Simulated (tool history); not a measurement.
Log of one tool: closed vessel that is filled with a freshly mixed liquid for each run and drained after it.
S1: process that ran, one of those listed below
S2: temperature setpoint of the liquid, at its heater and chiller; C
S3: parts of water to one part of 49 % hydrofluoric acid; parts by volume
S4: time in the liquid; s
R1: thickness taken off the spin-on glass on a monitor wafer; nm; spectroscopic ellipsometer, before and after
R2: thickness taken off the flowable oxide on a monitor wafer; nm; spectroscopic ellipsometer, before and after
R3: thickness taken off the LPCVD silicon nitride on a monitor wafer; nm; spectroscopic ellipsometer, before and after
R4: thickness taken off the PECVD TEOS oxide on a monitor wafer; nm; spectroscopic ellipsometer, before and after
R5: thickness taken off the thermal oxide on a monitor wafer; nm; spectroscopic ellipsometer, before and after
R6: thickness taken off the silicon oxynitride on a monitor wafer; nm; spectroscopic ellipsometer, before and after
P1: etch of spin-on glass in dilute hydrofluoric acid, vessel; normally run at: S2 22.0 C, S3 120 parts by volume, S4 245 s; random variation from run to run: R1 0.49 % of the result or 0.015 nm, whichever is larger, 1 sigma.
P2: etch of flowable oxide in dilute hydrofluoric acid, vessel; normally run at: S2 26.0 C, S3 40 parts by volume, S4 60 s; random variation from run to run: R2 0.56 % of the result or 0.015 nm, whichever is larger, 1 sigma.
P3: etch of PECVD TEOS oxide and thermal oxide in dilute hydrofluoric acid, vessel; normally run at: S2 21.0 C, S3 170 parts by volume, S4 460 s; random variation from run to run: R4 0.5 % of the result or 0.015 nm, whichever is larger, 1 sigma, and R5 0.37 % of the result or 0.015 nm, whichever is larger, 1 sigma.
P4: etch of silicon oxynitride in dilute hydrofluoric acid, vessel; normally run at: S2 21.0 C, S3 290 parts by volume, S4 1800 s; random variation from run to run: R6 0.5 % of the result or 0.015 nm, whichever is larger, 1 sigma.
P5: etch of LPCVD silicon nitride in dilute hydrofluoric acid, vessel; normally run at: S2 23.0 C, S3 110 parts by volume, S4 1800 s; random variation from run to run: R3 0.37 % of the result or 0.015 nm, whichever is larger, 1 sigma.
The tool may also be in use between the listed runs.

run 1 hour=12.8 | S1=P1 S2=22.0 S3=120 S4=245 | R1=47.719
run 2 hour=19.8 | S1=P2 S2=26.0 S3=40 S4=110 | R2=73.289
run 3 hour=32.5 | S1=P5 S2=17.0 S3=110 S4=1800 | R3=4.8377
run 4 hour=40.4 | S1=P1 S2=22.0 S3=120 S4=245 | R1=46.954
run 5 hour=47.1 | S1=P2 S2=26.0 S3=40 S4=60 | R2=40.093
run 6 hour=57.1 | S1=P1 S2=17.0 S3=120 S4=245 | R1=38.213
run 7 hour=71.7 | S1=P1 S2=26.0 S3=120 S4=245 | R1=54.878
run 8 hour=85.7 | S1=P1 S2=22.0 S3=120 S4=245 | R1=46.530
run 9 hour=95.9 | S1=P2 S2=26.0 S3=55 S4=60 | R2=28.396
run 10 hour=105.6 | S1=P3 S2=21.0 S3=170 S4=460 | R4=20.327 R5=10.559
run 11 hour=115.8 | S1=P1 S2=22.0 S3=120 S4=410 | R1=78.976
run 12 hour=130.3 | S1=P2 S2=32.5 S3=40 S4=60 | R2=52.241
run 13 hour=143.3 | S1=P3 S2=21.0 S3=170 S4=460 | R4=20.552 R5=10.487
run 14 hour=157.1 | S1=P1 S2=26.5 S3=120 S4=50 | R1=11.411
run 15 hour=166.0 | S1=P1 S2=22.0 S3=120 S4=245 | R1=47.079
run 16 hour=175.9 | S1=P1 S2=22.0 S3=120 S4=55 | R1=10.611
run 17 hour=183.8 | S1=P5 S2=23.0 S3=110 S4=1800 | R3=7.2701
run 18 hour=195.3 | S1=P4 S2=21.0 S3=455 S4=1800 | R6=3.9401
run 19 hour=207.3 | S1=P1 S2=26.5 S3=120 S4=70 | R1=15.943
run 20 hour=217.3 | S1=P3 S2=21.0 S3=170 S4=725 | R4=31.850 R5=16.665
run 21 hour=230.0 | S1=P3 S2=21.0 S3=90 S4=460 | R4=42.175 R5=21.828
run 22 hour=240.3 | S1=P4 S2=21.0 S3=290 S4=2870 | R6=10.8290
run 23 hour=250.4 | S1=P4 S2=25.5 S3=290 S4=1800 | R6=8.2423
run 24 hour=259.9 | S1=P1 S2=22.0 S3=200 S4=245 | R1=25.987
run 25 hour=270.0 | S1=P5 S2=23.0 S3=110 S4=1800 | R3=7.2583
run 26 hour=279.0 | S1=P3 S2=25.0 S3=170 S4=460 | R4=23.661 R5=12.213
run 27 hour=286.5 | S1=P1 S2=22.0 S3=120 S4=245 | R1=47.189
run 28 hour=299.9 | S1=P1 S2=22.0 S3=30 S4=245 | R1=208.800
run 29 hour=310.3 | S1=P5 S2=23.0 S3=110 S4=3215 | R3=12.9380
run 30 hour=319.9 | S1=P1 S2=22.0 S3=120 S4=245 | R1=47.103
run 31 hour=334.3 | S1=P5 S2=23.0 S3=165 S4=1800 | R3=4.8380
run 32 hour=345.0 | S1=P4 S2=21.0 S3=290 S4=1800 | R6=6.7637
run 33 hour=359.5 | S1=P1 S2=22.0 S3=120 S4=245 | R1=46.670
run 34 hour=373.1 | S1=P1 S2=22.0 S3=120 S4=245 | R1=49.331
run 35 hour=384.7 | S1=P1 S2=22.0 S3=120 S4=245 | R1=50.085
run 36 hour=398.8 | S1=P1 S2=22.0 S3=120 S4=245 | R1=50.552
run 37 hour=413.5 | S1=P1 S2=22.0 S3=120 S4=245 | R1=51.582
run 38 hour=421.0 | S1=P1 S2=22.0 S3=120 S4=245 | R1=50.894
run 39 hour=429.9 | S1=P1 S2=22.0 S3=120 S4=245 | R1=51.423
run 40 hour=443.6 | S1=P1 S2=22.0 S3=120 S4=245 | R1=51.489
run 41 hour=453.8 | S1=P1 S2=22.0 S3=120 S4=245 | R1=51.432

What P1 gives has crept away from where it was. These 2 causes fit the log equally well, each at the size given:
A: hydrofluoric acid flow above the setpoint (%) = 8.68
B: liquid hotter than its thermometer reads (K) = 2.4
The creep began at about hour 359.5.

4 check runs are offered, one wafer each, their results left as question marks. Which one tells the causes apart?
run check 1 hour=464.0 | S1=P3 S2=21.0 S3=170 S4=460 | R4=? R5=?
run check 2 hour=464.0 | S1=P2 S2=26.0 S3=40 S4=60 | R2=?
run check 3 hour=464.0 | S1=P5 S2=23.0 S3=110 S4=1800 | R3=?
run check 4 hour=464.0 | S1=P4 S2=21.0 S3=290 S4=1800 | R6=?

What each check would give under each cause:
check=check_1 result=R4 if_A=22.436 if_B=22.319
check=check_1 result=R5 if_A=11.616 if_B=11.555
check=check_2 result=R2 if_A=43.772 if_B=44.192
check=check_3 result=R3 if_A=7.8903 if_B=8.5066
check=check_4 result=R6 if_A=7.5098 if_B=7.5582
How far apart the two closest causes lie, in the result that separates them most: check 1 0.53 %; check 2 0.95 %; check 3 7.52 %; check 4 0.64 %
Check 3 tells the causes apart: in the others they would give nearly the same result.

Check 3 was then run and gave: R3 8.4782 nm. Which cause is it?

It is B: liquid hotter than its thermometer reads (K).

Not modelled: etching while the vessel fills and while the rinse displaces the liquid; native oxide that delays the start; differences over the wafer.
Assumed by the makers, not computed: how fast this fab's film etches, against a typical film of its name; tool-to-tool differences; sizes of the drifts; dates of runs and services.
